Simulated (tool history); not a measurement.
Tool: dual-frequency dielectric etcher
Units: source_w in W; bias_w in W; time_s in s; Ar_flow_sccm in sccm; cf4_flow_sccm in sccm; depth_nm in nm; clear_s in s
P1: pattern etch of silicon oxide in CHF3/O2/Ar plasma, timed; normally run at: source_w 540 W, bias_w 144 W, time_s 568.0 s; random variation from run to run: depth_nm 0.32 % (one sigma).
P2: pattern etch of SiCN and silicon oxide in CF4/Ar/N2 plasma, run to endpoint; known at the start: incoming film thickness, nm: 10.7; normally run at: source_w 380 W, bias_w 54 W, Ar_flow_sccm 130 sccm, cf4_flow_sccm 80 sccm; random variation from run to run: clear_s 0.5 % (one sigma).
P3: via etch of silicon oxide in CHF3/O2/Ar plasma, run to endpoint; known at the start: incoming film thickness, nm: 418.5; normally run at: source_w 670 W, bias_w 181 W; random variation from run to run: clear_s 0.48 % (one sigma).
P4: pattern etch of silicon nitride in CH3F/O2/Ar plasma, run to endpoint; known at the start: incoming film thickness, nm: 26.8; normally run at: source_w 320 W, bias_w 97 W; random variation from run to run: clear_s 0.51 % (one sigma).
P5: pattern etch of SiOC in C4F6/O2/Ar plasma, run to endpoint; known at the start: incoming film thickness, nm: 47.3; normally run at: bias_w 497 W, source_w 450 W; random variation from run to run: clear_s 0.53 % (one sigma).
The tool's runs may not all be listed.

| run | day | process | source_w | bias_w | time_s | Ar_flow_sccm | cf4_flow_sccm | hours since the last wet clean | hours since the last source power generator calibration | hours since the last bias power generator calibration | depth_nm | clear_s |
|---|---|---|---|---|---|---|---|---|---|---|---|---|
| 1 | 0.229 | P1 | 540 | 144 | 568.0 |  |  | 443.3 | 628.3 | 1108.6 | 981.13 |  |
| 2 | 0.600 | P1 | 540 | 144 | 787.5 |  |  | 452.2 | 637.2 | 1117.5 | 1360.00 |  |
| 3 | 0.938 | P4 | 390 | 97 |  |  |  | 460.3 | 645.3 | 1125.6 |  | 35.093 |
| 4 | 1.175 | P5 | 450 | 497 |  |  |  | 466.0 | 651.0 | 1131.3 |  | 15.255 |
| 5 | 1.521 | P2 | 380 | 54 |  | 103 | 80 | 474.3 | 659.3 | 1139.6 |  | 15.348 |
| 6 | 1.738 | P1 | 540 | 144 | 568.0 |  |  | 479.5 | 664.5 | 1144.8 | 977.56 |  |
| 7 | 2.158 | P1 | 540 | 144 | 568.0 |  |  | 489.6 | 674.6 | 1154.9 | 980.85 |  |
| 8 | 2.558 | P5 | 450 | 497 |  |  |  | 499.2 | 684.2 | 1164.5 |  | 15.193 |
| 9 | 2.775 | P3 | 670 | 228 |  |  |  | 504.4 | 689.4 | 1169.7 |  | 188.370 |
| 10 | 2.988 | P2 | 380 | 54 |  | 130 | 47 | 509.5 | 694.5 | 1174.8 |  | 17.672 |
| 11 | 3.204 | P1 | 540 | 115 | 568.0 |  |  | 514.7 | 699.7 | 1180.0 | 912.67 |  |
| 12 | 3.433 | P4 | 320 | 97 |  |  |  | 520.2 | 705.2 | 1185.5 |  | 38.053 |
| 13 | 3.788 | P1 | 540 | 194 | 568.0 |  |  | 528.7 | 713.7 | 1194.0 | 1075.10 |  |
| 14 | 4.121 | P4 | 320 | 97 |  |  |  | 536.7 | 721.7 | 1202.0 |  | 37.452 |
| 15 | 4.462 | P2 | 380 | 33 |  | 130 | 80 | 544.9 | 729.9 | 1210.2 |  | 18.703 |
| 16 | 4.925 | P1 | 540 | 173 | 372.5 |  |  | 556.0 | 741.0 | 1221.3 | 681.65 |  |
| 17 | 5.229 | P1 | 540 | 144 | 433.5 |  |  | 563.3 | 748.3 | 1228.6 | 742.83 |  |
| 18 | 5.442 | P1 | 360 | 144 | 795.5 |  |  | 568.4 | 753.4 | 1233.7 | 1168.60 |  |
| 19 | 5.862 | P2 | 380 | 54 |  | 130 | 80 | 578.5 | 763.5 | 1243.8 |  | 15.979 |
| 20 | 6.229 | P5 | 270 | 497 |  |  |  | 587.3 | 772.3 | 1252.6 |  | 18.437 |
| 21 | 6.688 | P1 | 670 | 144 | 568.0 |  |  | 598.3 | 783.3 | 1263.6 | 1061.00 |  |
| 22 | 6.925 | P1 | 540 | 144 | 568.0 |  |  | 604.0 | 789.0 | 1269.3 | 973.24 |  |
| 23 | 7.204 | P1 | 670 | 91 | 568.0 |  |  | 610.7 | 795.7 | 1276.0 | 919.82 |  |
| 24 | 7.633 | P3 | 670 | 181 |  |  |  | 621.0 | 806.0 | 1286.3 |  | 204.330 |
| 25 | 7.988 | P1 | 540 | 144 | 568.0 |  |  | 629.5 | 814.5 | 1294.8 | 977.89 |  |
| 26 | 8.225 | P1 | 540 | 144 | 568.0 |  |  | 635.2 | 820.2 | 1300.5 | 975.29 |  |
| 27 | 8.471 | P5 | 450 | 342 |  |  |  | 641.1 | 826.1 | 1306.4 |  | 17.542 |
| 28 | 8.775 | P1 | 400 | 144 | 568.0 |  |  | 648.4 | 833.4 | 1313.7 | 869.57 |  |
| 29 | 8.983 | P2 | 530 | 54 |  | 130 | 80 | 653.4 | 838.4 | 1318.7 |  | 12.002 |
| 30 | 9.221 | P3 | 830 | 181 |  |  |  | 659.1 | 844.1 | 1324.4 |  | 187.030 |
| 31 | 9.550 | P4 | 320 | 116 |  |  |  | 667.0 | 852.0 | 1332.3 |  | 35.422 |
| 32 | 9.754 | P1 | 540 | 144 | 568.0 |  |  | 671.9 | 856.9 | 1337.2 | 972.19 |  |
| 33 | 10.154 | P1 | 540 | 144 | 568.0 |  |  | 681.5 | 866.5 | 1346.8 | 970.34 |  |
| 34 | 10.550 | P1 | 540 | 144 | 568.0 |  |  | 691.0 | 876.0 | 1356.3 | 962.43 |  |
| 35 | 10.754 | P1 | 540 | 144 | 568.0 |  |  | 695.9 | 880.9 | 1361.2 | 960.03 |  |
| 36 | 10.975 | P1 | 540 | 144 | 568.0 |  |  | 701.2 | 886.2 | 1366.5 | 959.84 |  |
|  | 11.238 | wet clean of the chamber |
| 37 | 11.242 | P1 | 540 | 144 | 568.0 |  |  | 0.1 | 892.6 | 1372.9 | 960.22 |  |
| 38 | 11.671 | P1 | 540 | 144 | 568.0 |  |  | 10.4 | 902.9 | 1383.2 | 960.08 |  |
| 39 | 12.112 | P1 | 540 | 144 | 568.0 |  |  | 21.0 | 913.5 | 1393.8 | 960.48 |  |
| 40 | 12.442 | P1 | 540 | 144 | 568.0 |  |  | 28.9 | 921.4 | 1401.7 | 961.18 |  |
| 41 | 12.892 | P1 | 540 | 144 | 568.0 |  |  | 39.7 | 932.2 | 1412.5 | 962.38 |  |

What P1 gives has crept away from where it was. These 2 causes fit the log equally well, each at the size given:
A: source power that arrives under what is set, % = 4.08
B: bias power that arrives under what is set, % = 4.89
The creep began at about day 9.754.
Why every other cause is out:
chamber walls in a state that lowers the etch rate, %: serviced at day 11.238, which brought nothing back

4 check runs are offered, each on 3 wafers whose results are averaged, their results left as question marks. Which one tells the causes apart?
| check 1 | 13.342 | P4 | 320 | 112 |  |  |  |  |  |  |  | ? |
| check 2 | 13.342 | P3 | 670 | 224 |  |  |  |  |  |  |  | ? |
| check 3 | 13.342 | P5 | 450 | 371 |  |  |  |  |  |  |  | ? |
| check 4 | 13.342 | P2 | 510 | 54 |  | 130 | 68 |  |  |  |  | ? |

What each check would give under each cause:
| check | result | if A | if B |
|---|---|---|---|
| check 1 | clear_s | 36.151 | 36.281 |
| check 2 | clear_s | 192.290 | 192.600 |
| check 3 | clear_s | 17.278 | 17.314 |
| check 4 | clear_s | 13.186 | 12.918 |
How far apart the two closest causes lie, in the result that separates them most: check 1 0.36 %; check 2 0.16 %; check 3 0.21 %; check 4 2.05 %
Check 4 tells the causes apart: in the others they would give nearly the same result.

Then check 4 was run and gave: clear_s 13.173 s. Which cause is it?

It is A: source power that arrives under what is set, %.
